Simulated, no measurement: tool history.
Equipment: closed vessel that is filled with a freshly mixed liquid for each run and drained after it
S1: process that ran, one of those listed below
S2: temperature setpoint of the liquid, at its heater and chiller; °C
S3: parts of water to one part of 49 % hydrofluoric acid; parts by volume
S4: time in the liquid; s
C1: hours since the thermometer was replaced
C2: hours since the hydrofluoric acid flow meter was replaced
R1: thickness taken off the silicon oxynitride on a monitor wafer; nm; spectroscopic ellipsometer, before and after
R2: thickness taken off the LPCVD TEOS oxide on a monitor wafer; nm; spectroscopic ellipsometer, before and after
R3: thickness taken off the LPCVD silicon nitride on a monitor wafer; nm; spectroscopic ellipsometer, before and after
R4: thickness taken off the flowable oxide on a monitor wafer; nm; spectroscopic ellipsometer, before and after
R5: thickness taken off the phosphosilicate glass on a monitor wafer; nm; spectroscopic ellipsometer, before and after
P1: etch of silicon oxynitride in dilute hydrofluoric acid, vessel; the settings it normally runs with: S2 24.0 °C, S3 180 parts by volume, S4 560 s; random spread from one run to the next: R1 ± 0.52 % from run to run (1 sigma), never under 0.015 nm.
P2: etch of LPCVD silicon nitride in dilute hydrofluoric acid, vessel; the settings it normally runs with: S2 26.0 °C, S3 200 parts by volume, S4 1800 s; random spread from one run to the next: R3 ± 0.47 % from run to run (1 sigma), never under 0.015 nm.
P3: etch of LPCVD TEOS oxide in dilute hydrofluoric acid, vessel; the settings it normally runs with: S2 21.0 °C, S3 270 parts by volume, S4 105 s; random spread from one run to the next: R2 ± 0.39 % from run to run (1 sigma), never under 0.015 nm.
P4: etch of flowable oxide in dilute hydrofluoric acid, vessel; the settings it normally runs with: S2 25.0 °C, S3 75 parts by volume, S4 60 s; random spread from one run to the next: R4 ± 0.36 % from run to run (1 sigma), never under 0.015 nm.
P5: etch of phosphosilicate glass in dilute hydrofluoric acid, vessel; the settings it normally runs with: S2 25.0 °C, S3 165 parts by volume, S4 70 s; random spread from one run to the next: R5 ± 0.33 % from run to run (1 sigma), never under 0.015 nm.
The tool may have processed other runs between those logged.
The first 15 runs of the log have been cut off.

{"run": 16, "hour": 173.5, "S1": "P2", "S2": 26.0, "S3": 200, "S4": 3245, "C1": 961.8, "C2": 356.5, "R3": 8.7604}
{"run": 17, "hour": 185.3, "S1": "P5", "S2": 25.0, "S3": 165, "S4": 70, "C1": 973.6, "C2": 368.3, "R5": 40.327}
{"run": 18, "hour": 194.2, "S1": "P4", "S2": 25.0, "S3": 20, "S4": 60, "C1": 982.5, "C2": 377.2, "R4": 191.31}
{"run": 19, "hour": 202.9, "S1": "P3", "S2": 21.0, "S3": 270, "S4": 105, "C1": 991.2, "C2": 385.9, "R2": 14.237}
{"run": 20, "hour": 213.3, "S1": "P3", "S2": 17.0, "S3": 270, "S4": 105, "C1": 1001.6, "C2": 396.3, "R2": 12.278}
{"run": 21, "hour": 221.3, "S1": "P1", "S2": 17.0, "S3": 180, "S4": 960, "C1": 1009.6, "C2": 404.3, "R1": 16.806}
{"run": 22, "hour": 235.8, "S1": "P1", "S2": 24.0, "S3": 180, "S4": 560, "C1": 1024.1, "C2": 418.8, "R1": 13.638}
{"run": 23, "hour": 244.6, "S1": "P4", "S2": 25.0, "S3": 75, "S4": 60, "C1": 1032.9, "C2": 427.6, "R4": 47.481}
{"run": 24, "hour": 256.3, "S1": "P5", "S2": 25.0, "S3": 165, "S4": 110, "C1": 1044.6, "C2": 439.3, "R5": 63.225}
{"run": 25, "hour": 269.6, "S1": "P1", "S2": 24.0, "S3": 100, "S4": 820, "C1": 1057.9, "C2": 452.6, "R1": 38.177}
{"run": 26, "hour": 280.5, "S1": "P1", "S2": 19.0, "S3": 180, "S4": 560, "C1": 1068.8, "C2": 463.5, "R1": 10.762}
{"run": 27, "hour": 291.4, "S1": "P1", "S2": 24.0, "S3": 180, "S4": 195, "C1": 1079.7, "C2": 474.4, "R1": 4.7399}
{"run": 28, "hour": 298.7, "S1": "P1", "S2": 24.0, "S3": 180, "S4": 560, "C1": 1087.0, "C2": 481.7, "R1": 13.576}
{"run": 29, "hour": 308.7, "S1": "P1", "S2": 24.0, "S3": 180, "S4": 560, "C1": 1097.0, "C2": 491.7, "R1": 13.779}

Run 30 comes next. What will it give?
{"run": 30, "hour": 318.0, "S1": "P5", "S2": 19.5, "S3": 165, "S4": 70, "C1": 1106.3, "C2": 501.0, "R5": "?"}

R5: 32.769 nm
